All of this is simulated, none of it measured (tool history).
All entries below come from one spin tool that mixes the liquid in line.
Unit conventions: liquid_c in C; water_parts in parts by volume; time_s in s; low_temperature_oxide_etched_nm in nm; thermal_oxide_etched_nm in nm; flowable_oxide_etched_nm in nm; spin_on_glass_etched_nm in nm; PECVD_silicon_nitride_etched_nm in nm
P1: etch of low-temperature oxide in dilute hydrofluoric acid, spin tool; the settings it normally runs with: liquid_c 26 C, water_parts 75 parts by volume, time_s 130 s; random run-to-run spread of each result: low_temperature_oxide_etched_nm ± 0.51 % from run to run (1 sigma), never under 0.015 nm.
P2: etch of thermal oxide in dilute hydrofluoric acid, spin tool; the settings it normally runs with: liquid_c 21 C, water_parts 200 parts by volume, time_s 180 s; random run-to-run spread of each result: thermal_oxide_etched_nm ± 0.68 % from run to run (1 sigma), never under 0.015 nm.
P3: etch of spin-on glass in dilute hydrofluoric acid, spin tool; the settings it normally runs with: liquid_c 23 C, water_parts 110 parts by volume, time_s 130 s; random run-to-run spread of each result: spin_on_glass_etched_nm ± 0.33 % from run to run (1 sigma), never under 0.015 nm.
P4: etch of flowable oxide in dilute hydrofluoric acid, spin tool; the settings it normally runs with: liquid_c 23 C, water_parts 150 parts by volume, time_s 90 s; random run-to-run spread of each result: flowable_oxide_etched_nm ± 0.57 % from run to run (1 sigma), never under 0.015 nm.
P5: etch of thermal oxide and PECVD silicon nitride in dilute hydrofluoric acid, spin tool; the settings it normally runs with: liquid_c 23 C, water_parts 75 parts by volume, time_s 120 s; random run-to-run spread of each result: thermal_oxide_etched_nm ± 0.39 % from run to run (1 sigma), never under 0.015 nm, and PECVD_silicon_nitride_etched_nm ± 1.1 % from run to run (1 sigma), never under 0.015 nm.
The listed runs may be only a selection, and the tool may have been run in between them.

run   hour  process  liquid_c  water_parts  time_s  hours since the thermometer was replaced  hours since the hydrofluoric acid flow meter was replaced  low_temperature_oxide_etched_nm  thermal_oxide_etched_nm  flowable_oxide_etched_nm  spin_on_glass_etched_nm  PECVD_silicon_nitride_etched_nm
  1   13.4       P1        26           75     130                                     697.4                                                      331.7                            31.41
  2   27.4       P2        21          115     180                                     711.4                                                      345.7                                                    6.6101
  3   40.5       P1        22          105     130                                     724.5                                                      358.8                           18.479
  4   47.9       P2        21          200     180                                     731.9                                                      366.2                                                    3.5471
  5   55.5       P4        23          150      15                                     739.5                                                      373.8                                                                              4.0666
  6   68.6       P1        26           75     130                                     752.6                                                      386.9                           31.644
  7   80.9       P1        26           75     130                                     764.9                                                      399.2                           31.577
  8   94.4       P1        26           75     130                                     778.4                                                      412.7                           31.834
      96.8  -- hydrofluoric acid flow meter replaced
  9  103.7       P2        21          200     180                                     787.7                                                        6.9                                                    3.4909
 10  116.9       P3        23          110     130                                     800.9                                                       20.1                                                                                                       29.798
 11  128.7       P5        23           75     120                                     812.7                                                       31.9                                                    7.1427                                                                              2.4722
 12    140       P2        17          200     180                                       824                                                       43.2                                                    3.0428
 13  151.2       P3        23          110     200                                     835.2                                                       54.4                                                                                                       45.795
 14  159.7       P1        26           75      50                                     843.7                                                       62.9                           12.116
 15  168.9       P2        21          200      20                                     852.9                                                       72.1                                                   0.37985
 16  178.8       P4        23          150      90                                     862.8                                                         82                                                                              24.395
 17  189.4       P1      20.5           75     130                                     873.4                                                       92.6                           25.092
 18  204.3       P1        26           75     250                                     888.3                                                      107.5                           60.791
 19  212.9       P3        23          175     130                                     896.9                                                      116.1                                                                                                       17.352
 20  220.7       P1        26          120     130                                     904.7                                                      123.9                           18.645
 21  227.7       P1        26           75     130                                     911.7                                                      130.9                           31.581
 22  240.6       P1        26           75     130                                     924.6                                                      143.8                           31.521
 23  250.5       P1      30.5           75     130                                     934.5                                                      153.7                           37.618
 24  262.1       P5        23           20     120                                     946.1                                                      165.3                                                    28.985                                                                              8.9424
 25  276.1       P4        23          150      90                                     960.1                                                      179.3                                                                              24.054
 26  286.2       P4        17          150      90                                     970.2                                                      189.4                                                                              18.947
 27  301.3       P1        26           20     130                                     985.3                                                      204.5                           129.02
 28  310.8       P3        17          110     130                                     994.8                                                        214                                                                                                       23.333
 29  325.4       P5        23           75     230                                    1009.4                                                      228.6                                                    13.673                                                                              4.6859
 30  332.3       P5      28.5           75     120                                    1016.3                                                      235.5                                                    8.9692                                                                              3.4454
 31  346.5       P5        23           75     120                                    1030.5                                                      249.7                                                    7.1626                                                                              2.4702
 32  353.9       P3        23          110     130                                    1037.9                                                      257.1                                                                                                       29.653
 33    364       P4        23           35      90                                      1048                                                      267.2                                                                              119.46
 34  375.9       P1      19.5           75      35                                    1059.9                                                      279.1                           6.5053
 35  386.1       P1        26           75     130                                    1070.1                                                      289.3                           31.725
 36    394       P1        26           75     130                                      1078                                                      297.2                           30.796
 37  406.9       P1        26           75     130                                    1090.9                                                      310.1                           30.224
 38  415.3       P1        26           75     130                                    1099.3                                                      318.5                           29.978
 39  428.4       P1        26           75     130                                    1112.4                                                      331.6                           29.673
 40  441.6       P1        26           75     130                                    1125.6                                                      344.8                           29.431
 41  450.5       P1        26           75     130                                    1134.5                                                      353.7                           29.382
 42  460.9       P1        26           75     130                                    1144.9                                                      364.1                             29.3
 43  470.8       P1        26           75     130                                    1154.8                                                        374                           29.271
 44    484       P1        26           75     130                                      1168                                                      387.2                           29.008
 45  493.4       P1        26           75     130                                    1177.4                                                      396.6                           29.225
 46  506.4       P1        26           75     130                                    1190.4                                                      409.6                           29.306

What P1 gives has crept away from where it was. These 2 causes fit the log equally well, each at the size given:
A: liquid colder than its thermometer reads (K) = 2.04
B: hydrofluoric acid flow below the setpoint (%) = 7.1
The process output started creeping at around hour 386.1.

4 check runs are offered, each on 2 wafers whose results are averaged, their results left as question marks. Which one tells the causes apart?
check 1  519.4       P4        17          150      45                                                                                                                                                                                        ?
check 2  519.4       P2        17          200      20                                                                                                                                                              ?
check 3  519.4       P3        17          110     185                                                                                                                                                                                                                 ?
check 4  519.4       P5        23           75     220                                                                                                                                                              ?                                                                                   ?

If the cause were each of the candidates in turn, the checks would give the following:
  check                           result     if A     if B
check 1         flowable_oxide_etched_nm    8.786   8.7843
check 2          thermal_oxide_etched_nm  0.30901  0.30737
check 3          spin_on_glass_etched_nm   30.449   30.574
check 4          thermal_oxide_etched_nm   12.088   12.125
check 4  PECVD_silicon_nitride_etched_nm   3.9498   4.2183
Minimum pairwise separation of causes per check, each pair taken at its best-separating result: check 1 0.02 %; check 2 0.53 %; check 3 0.41 %; check 4 6.58 %
Only in check 4 would the causes give clearly different results; in the remaining checks their results would be nearly the same.

Running check 4 produced the following: thermal_oxide_etched_nm 12.108 nm; PECVD_silicon_nitride_etched_nm 4.2268 nm. Which one of the listed causes fits?

The correct cause is B, namely: hydrofluoric acid flow below the setpoint (%).

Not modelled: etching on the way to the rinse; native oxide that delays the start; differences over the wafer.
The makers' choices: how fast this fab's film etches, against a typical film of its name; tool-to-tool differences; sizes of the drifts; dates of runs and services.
